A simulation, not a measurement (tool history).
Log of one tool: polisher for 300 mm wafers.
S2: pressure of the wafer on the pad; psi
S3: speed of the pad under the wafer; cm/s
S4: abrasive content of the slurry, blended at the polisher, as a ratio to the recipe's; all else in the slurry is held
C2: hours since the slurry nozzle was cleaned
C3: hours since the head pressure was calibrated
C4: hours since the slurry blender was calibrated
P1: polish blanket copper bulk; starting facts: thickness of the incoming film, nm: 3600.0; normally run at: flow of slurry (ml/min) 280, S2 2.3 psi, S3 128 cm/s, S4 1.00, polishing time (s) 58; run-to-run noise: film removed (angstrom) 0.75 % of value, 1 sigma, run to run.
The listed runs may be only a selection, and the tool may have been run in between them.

run 1 hour=4.5 | flow_of_slurry_(ml/min)=280 S2=2.3 S3=128 S4=1.00 polishing_time_(s)=58 | wafers_polished_on_this_pad=525 C2=174.5 C3=179.6 C4=302.8 | film_removed_(angstrom)=6410.8
run 2 hour=10.9 | flow_of_slurry_(ml/min)=280 S2=3.6 S3=128 S4=1.00 polishing_time_(s)=58 | wafers_polished_on_this_pad=570 C2=180.9 C3=186.0 C4=309.2 | film_removed_(angstrom)=9854.7
run 3 hour=17.5 | flow_of_slurry_(ml/min)=280 S2=2.3 S3=128 S4=1.00 polishing_time_(s)=58 | wafers_polished_on_this_pad=615 C2=187.5 C3=192.6 C4=315.8 | film_removed_(angstrom)=6372.1
run 4 hour=25.2 | flow_of_slurry_(ml/min)=280 S2=2.3 S3=128 S4=1.00 polishing_time_(s)=28 | wafers_polished_on_this_pad=669 C2=195.2 C3=200.3 C4=323.5 | film_removed_(angstrom)=3094.4
run 5 hour=31.6 | flow_of_slurry_(ml/min)=280 S2=2.3 S3=128 S4=0.75 polishing_time_(s)=58 | wafers_polished_on_this_pad=713 C2=201.6 C3=206.7 C4=329.9 | film_removed_(angstrom)=5936.5
run 6 hour=38.7 | flow_of_slurry_(ml/min)=280 S2=2.3 S3=128 S4=1.00 polishing_time_(s)=58 | wafers_polished_on_this_pad=763 C2=208.7 C3=213.8 C4=337.0 | film_removed_(angstrom)=6362.7
run 7 hour=45.6 | flow_of_slurry_(ml/min)=280 S2=1.3 S3=128 S4=1.00 polishing_time_(s)=45 | wafers_polished_on_this_pad=811 C2=215.6 C3=220.7 C4=343.9 | film_removed_(angstrom)=2808.7
-- hour=46.5 worn pad replaced by a new one
run 8 hour=53.0 | flow_of_slurry_(ml/min)=280 S2=2.3 S3=128 S4=1.35 polishing_time_(s)=58 | wafers_polished_on_this_pad=45 C2=223.0 C3=228.1 C4=351.3 | film_removed_(angstrom)=6873.1
run 9 hour=58.7 | flow_of_slurry_(ml/min)=280 S2=2.3 S3=58 S4=1.00 polishing_time_(s)=58 | wafers_polished_on_this_pad=85 C2=228.7 C3=233.8 C4=357.0 | film_removed_(angstrom)=2856.0
run 10 hour=63.2 | flow_of_slurry_(ml/min)=280 S2=2.3 S3=128 S4=1.00 polishing_time_(s)=58 | wafers_polished_on_this_pad=116 C2=233.2 C3=238.3 C4=361.5 | film_removed_(angstrom)=6414.4
run 11 hour=70.7 | flow_of_slurry_(ml/min)=280 S2=2.3 S3=128 S4=1.00 polishing_time_(s)=88 | wafers_polished_on_this_pad=168 C2=240.7 C3=245.8 C4=369.0 | film_removed_(angstrom)=9736.1
run 12 hour=76.1 | flow_of_slurry_(ml/min)=170 S2=2.3 S3=128 S4=1.00 polishing_time_(s)=58 | wafers_polished_on_this_pad=206 C2=246.1 C3=251.2 C4=374.4 | film_removed_(angstrom)=6070.6
run 13 hour=84.1 | flow_of_slurry_(ml/min)=280 S2=1.2 S3=128 S4=1.00 polishing_time_(s)=58 | wafers_polished_on_this_pad=261 C2=254.1 C3=259.2 C4=382.4 | film_removed_(angstrom)=3368.9
run 14 hour=91.2 | flow_of_slurry_(ml/min)=280 S2=3.2 S3=128 S4=1.00 polishing_time_(s)=83 | wafers_polished_on_this_pad=311 C2=261.2 C3=266.3 C4=389.5 | film_removed_(angstrom)=12742.0
-- hour=94.7 slurry blender recalibrated
run 15 hour=97.3 | flow_of_slurry_(ml/min)=385 S2=2.3 S3=128 S4=1.00 polishing_time_(s)=58 | wafers_polished_on_this_pad=353 C2=267.3 C3=272.4 C4=2.6 | film_removed_(angstrom)=6500.9
run 16 hour=103.5 | flow_of_slurry_(ml/min)=280 S2=2.3 S3=128 S4=1.00 polishing_time_(s)=58 | wafers_polished_on_this_pad=396 C2=273.5 C3=278.6 C4=8.8 | film_removed_(angstrom)=6425.9
run 17 hour=110.1 | flow_of_slurry_(ml/min)=280 S2=2.3 S3=194 S4=1.00 polishing_time_(s)=58 | wafers_polished_on_this_pad=442 C2=280.1 C3=285.2 C4=15.4 | film_removed_(angstrom)=9660.9
run 18 hour=116.7 | flow_of_slurry_(ml/min)=280 S2=2.3 S3=128 S4=1.00 polishing_time_(s)=58 | wafers_polished_on_this_pad=488 C2=286.7 C3=291.8 C4=22.0 | film_removed_(angstrom)=6318.0
run 19 hour=123.5 | flow_of_slurry_(ml/min)=280 S2=2.3 S3=128 S4=1.00 polishing_time_(s)=58 | wafers_polished_on_this_pad=535 C2=293.5 C3=298.6 C4=28.8 | film_removed_(angstrom)=6382.5
run 20 hour=131.6 | flow_of_slurry_(ml/min)=280 S2=2.3 S3=128 S4=1.00 polishing_time_(s)=58 | wafers_polished_on_this_pad=592 C2=301.6 C3=306.7 C4=36.9 | film_removed_(angstrom)=6176.9
run 21 hour=138.6 | flow_of_slurry_(ml/min)=280 S2=2.3 S3=128 S4=1.00 polishing_time_(s)=58 | wafers_polished_on_this_pad=640 C2=308.6 C3=313.7 C4=43.9 | film_removed_(angstrom)=6222.5
-- hour=146.2 head pressure recalibrated
run 22 hour=146.4 | flow_of_slurry_(ml/min)=280 S2=2.3 S3=128 S4=1.00 polishing_time_(s)=58 | wafers_polished_on_this_pad=695 C2=316.4 C3=0.3 C4=51.7 | film_removed_(angstrom)=6121.5
-- hour=152.0 worn pad replaced by a new one
run 23 hour=153.4 | flow_of_slurry_(ml/min)=280 S2=2.3 S3=128 S4=1.00 polishing_time_(s)=58 | wafers_polished_on_this_pad=10 C2=323.4 C3=7.3 C4=58.7 | film_removed_(angstrom)=6042.2
run 24 hour=160.1 | flow_of_slurry_(ml/min)=280 S2=2.3 S3=128 S4=1.00 polishing_time_(s)=58 | wafers_polished_on_this_pad=56 C2=330.1 C3=14.0 C4=65.4 | film_removed_(angstrom)=6146.4
run 25 hour=165.3 | flow_of_slurry_(ml/min)=280 S2=2.3 S3=128 S4=1.00 polishing_time_(s)=58 | wafers_polished_on_this_pad=93 C2=335.3 C3=19.2 C4=70.6 | film_removed_(angstrom)=6143.4
run 26 hour=173.0 | flow_of_slurry_(ml/min)=280 S2=2.3 S3=128 S4=1.00 polishing_time_(s)=58 | wafers_polished_on_this_pad=146 C2=343.0 C3=26.9 C4=78.3 | film_removed_(angstrom)=6069.3
run 27 hour=181.2 | flow_of_slurry_(ml/min)=280 S2=2.3 S3=128 S4=1.00 polishing_time_(s)=58 | wafers_polished_on_this_pad=203 C2=351.2 C3=35.1 C4=86.5 | film_removed_(angstrom)=6084.7

The output of P1 has drifted from where it used to be. Each of the 2 causes below, taken at the size shown beside it, accounts for the log equally well:
A: slurry flow missing at the pad, % = 35.7
B: abrasive missing from the slurry, % = 22.1
The creep began at about hour 123.5.
Every other cause this tool's parts could produce, and why it does not fit the log:
removal rate lost through wear of the pad, %: work on it at hour 152.0, done after the drift set in, did not restore what the process gave before
head's pressure below its setpoint, %: work on it at hour 146.2, done after the drift set in, did not restore what the process gave before

The 4 check runs listed below each average the results of 3 wafers, and their outcomes are marked with question marks. Under which run would the listed causes produce clearly different results?
run check 1 hour=189.4 | flow_of_slurry_(ml/min)=170 S2=2.3 S3=128 S4=1.00 polishing_time_(s)=71 | film_removed_(angstrom)=?
run check 2 hour=189.4 | flow_of_slurry_(ml/min)=280 S2=2.3 S3=72 S4=1.00 polishing_time_(s)=28 | film_removed_(angstrom)=?
run check 3 hour=189.4 | flow_of_slurry_(ml/min)=280 S2=2.3 S3=184 S4=1.00 polishing_time_(s)=88 | film_removed_(angstrom)=?
run check 4 hour=189.4 | flow_of_slurry_(ml/min)=280 S2=3.4 S3=128 S4=1.00 polishing_time_(s)=58 | film_removed_(angstrom)=?

If the cause were each of the candidates in turn, the checks would give the following:
check=check_1 result=film_removed_(angstrom) if_A=6740.4 if_B=6952.9
check=check_2 result=film_removed_(angstrom) if_A=1639.9 if_B=1639.8
check=check_3 result=film_removed_(angstrom) if_A=13171.0 if_B=13170.0
check=check_4 result=film_removed_(angstrom) if_A=8927.1 if_B=8926.6
Gap, in per cent, between the two causes that each check separates least, read from the result that separates them most: check 1 3.1 %; check 2 0.01 %; check 3 0.01 %; check 4 0.01 %
Only in check 1 would the causes give clearly different results; in the remaining checks their results would be nearly the same.

Check 1 has now been run. It gave: film removed (angstrom) 6893.0. Which of the candidate causes is it?

The cause is B: abrasive missing from the slurry, %.

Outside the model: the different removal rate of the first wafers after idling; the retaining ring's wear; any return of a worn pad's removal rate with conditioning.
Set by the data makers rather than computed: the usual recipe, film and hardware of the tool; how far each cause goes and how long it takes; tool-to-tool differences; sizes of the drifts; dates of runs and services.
